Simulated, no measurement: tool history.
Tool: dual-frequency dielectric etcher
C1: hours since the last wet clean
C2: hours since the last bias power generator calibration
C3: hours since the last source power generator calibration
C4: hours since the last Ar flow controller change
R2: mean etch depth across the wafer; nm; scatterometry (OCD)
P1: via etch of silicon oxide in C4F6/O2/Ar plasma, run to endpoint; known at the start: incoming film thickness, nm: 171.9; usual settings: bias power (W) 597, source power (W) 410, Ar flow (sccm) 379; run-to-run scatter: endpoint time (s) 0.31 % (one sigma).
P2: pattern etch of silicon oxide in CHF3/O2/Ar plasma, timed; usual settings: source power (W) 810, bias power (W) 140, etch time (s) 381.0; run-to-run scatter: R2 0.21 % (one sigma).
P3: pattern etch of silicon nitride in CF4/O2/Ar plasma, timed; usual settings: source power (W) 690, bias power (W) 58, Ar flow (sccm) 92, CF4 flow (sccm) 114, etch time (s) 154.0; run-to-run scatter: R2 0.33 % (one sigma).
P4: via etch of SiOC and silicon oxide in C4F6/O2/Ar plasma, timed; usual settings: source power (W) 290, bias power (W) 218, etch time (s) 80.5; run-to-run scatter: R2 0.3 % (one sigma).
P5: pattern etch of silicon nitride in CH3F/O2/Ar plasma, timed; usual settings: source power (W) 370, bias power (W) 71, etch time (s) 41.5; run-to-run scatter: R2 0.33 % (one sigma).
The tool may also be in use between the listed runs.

run 1 hour=10.2 | process_that_ran=P1 bias_power_(W)=597 source_power_(W)=410 Ar_flow_(sccm)=379 | C1=303.3 C2=3335.1 C3=1389.2 C4=2552.8 | endpoint_time_(s)=35.783
run 2 hour=22.9 | process_that_ran=P1 bias_power_(W)=597 source_power_(W)=320 Ar_flow_(sccm)=379 | C1=316.0 C2=3347.8 C3=1401.9 C4=2565.5 | endpoint_time_(s)=38.787
run 3 hour=30.5 | process_that_ran=P5 bias_power_(W)=71 source_power_(W)=370 etch_time_(s)=55.0 | C1=323.6 C2=3355.4 C3=1409.5 C4=2573.1 | R2=38.111
run 4 hour=40.6 | process_that_ran=P2 bias_power_(W)=140 source_power_(W)=810 etch_time_(s)=381.0 | C1=333.7 C2=3365.5 C3=1419.6 C4=2583.2 | R2=761.450
run 5 hour=52.2 | process_that_ran=P1 bias_power_(W)=717 source_power_(W)=410 Ar_flow_(sccm)=379 | C1=345.3 C2=3377.1 C3=1431.2 C4=2594.8 | endpoint_time_(s)=33.230
run 6 hour=62.3 | process_that_ran=P3 bias_power_(W)=58 source_power_(W)=690 Ar_flow_(sccm)=92 etch_time_(s)=154.0 CF4_flow_(sccm)=146 | C1=355.4 C2=3387.2 C3=1441.3 C4=2604.9 | R2=436.040
run 7 hour=72.0 | process_that_ran=P2 bias_power_(W)=140 source_power_(W)=570 etch_time_(s)=381.0 | C1=365.1 C2=3396.9 C3=1451.0 C4=2614.6 | R2=658.040
run 8 hour=80.0 | process_that_ran=P3 bias_power_(W)=58 source_power_(W)=690 Ar_flow_(sccm)=92 etch_time_(s)=154.0 CF4_flow_(sccm)=114 | C1=373.1 C2=3404.9 C3=1459.0 C4=2622.6 | R2=425.990
run 9 hour=89.2 | process_that_ran=P4 bias_power_(W)=218 source_power_(W)=290 etch_time_(s)=121.0 | C1=382.3 C2=3414.1 C3=1468.2 C4=2631.8 | R2=128.020
run 10 hour=98.9 | process_that_ran=P1 bias_power_(W)=597 source_power_(W)=410 Ar_flow_(sccm)=461 | C1=392.0 C2=3423.8 C3=1477.9 C4=2641.5 | endpoint_time_(s)=36.285
run 11 hour=109.2 | process_that_ran=P3 bias_power_(W)=58 source_power_(W)=690 Ar_flow_(sccm)=92 etch_time_(s)=154.0 CF4_flow_(sccm)=114 | C1=402.3 C2=3434.1 C3=1488.2 C4=2651.8 | R2=424.120
run 12 hour=116.1 | process_that_ran=P2 bias_power_(W)=185 source_power_(W)=810 etch_time_(s)=381.0 | C1=409.2 C2=3441.0 C3=1495.1 C4=2658.7 | R2=832.700
run 13 hour=122.6 | process_that_ran=P5 bias_power_(W)=46 source_power_(W)=370 etch_time_(s)=41.5 | C1=415.7 C2=3447.5 C3=1501.6 C4=2665.2 | R2=25.011
run 14 hour=133.4 | process_that_ran=P5 bias_power_(W)=71 source_power_(W)=370 etch_time_(s)=41.5 | C1=426.5 C2=3458.3 C3=1512.4 C4=2676.0 | R2=28.677
run 15 hour=147.2 | process_that_ran=P5 bias_power_(W)=71 source_power_(W)=280 etch_time_(s)=41.5 | C1=440.3 C2=3472.1 C3=1526.2 C4=2689.8 | R2=26.052
run 16 hour=159.9 | process_that_ran=P1 bias_power_(W)=597 source_power_(W)=410 Ar_flow_(sccm)=379 | C1=453.0 C2=3484.8 C3=1538.9 C4=2702.5 | endpoint_time_(s)=35.510
run 17 hour=166.1 | process_that_ran=P1 bias_power_(W)=597 source_power_(W)=410 Ar_flow_(sccm)=379 | C1=459.2 C2=3491.0 C3=1545.1 C4=2708.7 | endpoint_time_(s)=35.614
-- hour=168.1 wet clean of the chamber
run 18 hour=176.1 | process_that_ran=P2 bias_power_(W)=140 source_power_(W)=810 etch_time_(s)=209.5 | C1=8.1 C2=3501.0 C3=1555.1 C4=2718.7 | R2=417.620
run 19 hour=185.1 | process_that_ran=P1 bias_power_(W)=597 source_power_(W)=410 Ar_flow_(sccm)=379 | C1=17.1 C2=3510.0 C3=1564.1 C4=2727.7 | endpoint_time_(s)=35.751
run 20 hour=192.3 | process_that_ran=P4 bias_power_(W)=218 source_power_(W)=360 etch_time_(s)=80.5 | C1=24.3 C2=3517.2 C3=1571.3 C4=2734.9 | R2=92.279
run 21 hour=204.2 | process_that_ran=P1 bias_power_(W)=597 source_power_(W)=410 Ar_flow_(sccm)=379 | C1=36.2 C2=3529.1 C3=1583.2 C4=2746.8 | endpoint_time_(s)=35.647
run 22 hour=213.6 | process_that_ran=P4 bias_power_(W)=167 source_power_(W)=290 etch_time_(s)=80.5 | C1=45.6 C2=3538.5 C3=1592.6 C4=2756.2 | R2=77.694
run 23 hour=222.5 | process_that_ran=P1 bias_power_(W)=597 source_power_(W)=490 Ar_flow_(sccm)=379 | C1=54.5 C2=3547.4 C3=1601.5 C4=2765.1 | endpoint_time_(s)=33.504
run 24 hour=233.4 | process_that_ran=P1 bias_power_(W)=457 source_power_(W)=410 Ar_flow_(sccm)=379 | C1=65.4 C2=3558.3 C3=1612.4 C4=2776.0 | endpoint_time_(s)=39.402
run 25 hour=246.1 | process_that_ran=P1 bias_power_(W)=597 source_power_(W)=410 Ar_flow_(sccm)=288 | C1=78.1 C2=3571.0 C3=1625.1 C4=2788.7 | endpoint_time_(s)=34.831
run 26 hour=257.6 | process_that_ran=P3 bias_power_(W)=58 source_power_(W)=690 Ar_flow_(sccm)=59 etch_time_(s)=154.0 CF4_flow_(sccm)=114 | C1=89.6 C2=3582.5 C3=1636.6 C4=2800.2 | R2=444.990
run 27 hour=270.8 | process_that_ran=P1 bias_power_(W)=415 source_power_(W)=410 Ar_flow_(sccm)=450 | C1=102.8 C2=3595.7 C3=1649.8 C4=2813.4 | endpoint_time_(s)=41.704
run 28 hour=284.0 | process_that_ran=P2 bias_power_(W)=140 source_power_(W)=810 etch_time_(s)=381.0 | C1=116.0 C2=3608.9 C3=1663.0 C4=2826.6 | R2=757.800
run 29 hour=290.4 | process_that_ran=P3 bias_power_(W)=58 source_power_(W)=890 Ar_flow_(sccm)=92 etch_time_(s)=154.0 CF4_flow_(sccm)=114 | C1=122.4 C2=3615.3 C3=1669.4 C4=2833.0 | R2=531.250
run 30 hour=301.8 | process_that_ran=P4 bias_power_(W)=218 source_power_(W)=290 etch_time_(s)=80.5 | C1=133.8 C2=3626.7 C3=1680.8 C4=2844.4 | R2=84.375
run 31 hour=314.3 | process_that_ran=P1 bias_power_(W)=597 source_power_(W)=410 Ar_flow_(sccm)=379 | C1=146.3 C2=3639.2 C3=1693.3 C4=2856.9 | endpoint_time_(s)=35.572
run 32 hour=326.1 | process_that_ran=P3 bias_power_(W)=58 source_power_(W)=690 Ar_flow_(sccm)=92 etch_time_(s)=219.5 CF4_flow_(sccm)=114 | C1=158.1 C2=3651.0 C3=1705.1 C4=2868.7 | R2=608.380
run 33 hour=335.2 | process_that_ran=P3 bias_power_(W)=72 source_power_(W)=690 Ar_flow_(sccm)=92 etch_time_(s)=154.0 CF4_flow_(sccm)=114 | C1=167.2 C2=3660.1 C3=1714.2 C4=2877.8 | R2=463.990
run 34 hour=347.8 | process_that_ran=P1 bias_power_(W)=597 source_power_(W)=410 Ar_flow_(sccm)=379 | C1=179.8 C2=3672.7 C3=1726.8 C4=2890.4 | endpoint_time_(s)=35.654
run 35 hour=356.3 | process_that_ran=P1 bias_power_(W)=597 source_power_(W)=410 Ar_flow_(sccm)=379 | C1=188.3 C2=3681.2 C3=1735.3 C4=2898.9 | endpoint_time_(s)=35.343
run 36 hour=363.1 | process_that_ran=P1 bias_power_(W)=597 source_power_(W)=410 Ar_flow_(sccm)=379 | C1=195.1 C2=3688.0 C3=1742.1 C4=2905.7 | endpoint_time_(s)=35.275
run 37 hour=375.3 | process_that_ran=P1 bias_power_(W)=597 source_power_(W)=410 Ar_flow_(sccm)=379 | C1=207.3 C2=3700.2 C3=1754.3 C4=2917.9 | endpoint_time_(s)=35.197
run 38 hour=389.1 | process_that_ran=P1 bias_power_(W)=597 source_power_(W)=410 Ar_flow_(sccm)=379 | C1=221.1 C2=3714.0 C3=1768.1 C4=2931.7 | endpoint_time_(s)=34.935
run 39 hour=395.9 | process_that_ran=P1 bias_power_(W)=597 source_power_(W)=410 Ar_flow_(sccm)=379 | C1=227.9 C2=3720.8 C3=1774.9 C4=2938.5 | endpoint_time_(s)=35.140
-- hour=399.2 Ar flow controller replaced
run 40 hour=404.8 | process_that_ran=P1 bias_power_(W)=597 source_power_(W)=410 Ar_flow_(sccm)=379 | C1=236.8 C2=3729.7 C3=1783.8 C4=5.6 | endpoint_time_(s)=35.077
-- hour=413.1 wet clean of the chamber
run 41 hour=413.2 | process_that_ran=P1 bias_power_(W)=597 source_power_(W)=410 Ar_flow_(sccm)=379 | C1=0.1 C2=3738.1 C3=1792.2 C4=14.0 | endpoint_time_(s)=35.148
run 42 hour=425.4 | process_that_ran=P1 bias_power_(W)=597 source_power_(W)=410 Ar_flow_(sccm)=379 | C1=12.3 C2=3750.3 C3=1804.4 C4=26.2 | endpoint_time_(s)=34.843
run 43 hour=436.5 | process_that_ran=P1 bias_power_(W)=597 source_power_(W)=410 Ar_flow_(sccm)=379 | C1=23.4 C2=3761.4 C3=1815.5 C4=37.3 | endpoint_time_(s)=34.981

What P1 gives has crept away from where it was. These 2 causes fit the log equally well, each at the size given:
A: bias power that arrives over what is set, % = 4.09
B: source power that arrives over what is set, % = 4.29
The creep began at about hour 347.8.
Why every other cause is out:
chamber walls in a state that raises the etch rate, %: serviced at hour 413.1, which brought nothing back
Ar flow that arrives under what is set, %: serviced at hour 399.2, which brought nothing back

4 check runs are offered, each on 2 wafers whose results are averaged, their results left as question marks. Which one tells the causes apart?
run check 1 hour=447.6 | process_that_ran=P5 bias_power_(W)=48 source_power_(W)=370 etch_time_(s)=41.5 | R2=?
run check 2 hour=447.6 | process_that_ran=P3 bias_power_(W)=58 source_power_(W)=690 Ar_flow_(sccm)=92 etch_time_(s)=154.0 CF4_flow_(sccm)=135 | R2=?
run check 3 hour=447.6 | process_that_ran=P4 bias_power_(W)=177 source_power_(W)=290 etch_time_(s)=103.0 | R2=?
run check 4 hour=447.6 | process_that_ran=P2 bias_power_(W)=164 source_power_(W)=810 etch_time_(s)=381.0 | R2=?

What each check would give under each cause:
check=check_1 result=R2 if_A=25.652 if_B=25.750
check=check_2 result=R2 if_A=440.120 if_B=450.030
check=check_3 result=R2 if_A=102.650 if_B=102.950
check=check_4 result=R2 if_A=808.250 if_B=810.910
How far apart the two closest causes lie, in the result that separates them most: check 1 0.38 %; check 2 2.23 %; check 3 0.3 %; check 4 0.33 %
Check 2 tells the causes apart: in the others they would give nearly the same result.

Then check 2 was run and gave: R2 449.350 nm. Which cause is it?

It is B: source power that arrives over what is set, %.
